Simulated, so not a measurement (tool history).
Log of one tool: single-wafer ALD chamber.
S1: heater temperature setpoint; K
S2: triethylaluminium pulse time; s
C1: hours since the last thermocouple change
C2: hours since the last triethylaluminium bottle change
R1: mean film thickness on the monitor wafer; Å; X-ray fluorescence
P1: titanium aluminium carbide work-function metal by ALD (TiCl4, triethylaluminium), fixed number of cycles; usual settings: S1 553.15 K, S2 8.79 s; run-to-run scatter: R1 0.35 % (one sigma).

run    day      S1     S2     C1      C2      R1
  1  0.312  553.15   8.79  365.5  1227.1  17.224
  2  0.675  553.15   3.01  374.2  1235.8  11.649
  3  1.146  531.15   8.79  385.5  1247.1  15.441
  4  1.683  553.15   8.79  398.4  1260.0  17.172
  5  1.996  553.15   8.79  405.9  1267.5  16.983
  6  2.650  553.15   8.79  421.6  1283.2  17.125
  7  3.158  553.15   8.79  433.8  1295.4  17.145
  8  3.729  553.15   8.79  447.5  1309.1  17.169
  9  4.117  576.15   8.79  456.8  1318.4  19.008
 10  4.483  553.15  14.33  465.6  1327.2  17.903
 11  4.858  567.15   4.60  474.6  1336.2  15.227
 12  5.400  553.15   8.79  487.6  1349.2  17.190
 13  6.046  553.15   8.79  503.1  1364.7  17.117
 14  6.675  553.15   8.79  518.2  1379.8  16.924
 15  7.179  553.15   8.79  530.3  1391.9  16.705

The next listed run, before its measurement:
 16  7.617  553.15  8.79  540.8  1402.4   ?

{"run 16": {"R1": 16.76}}
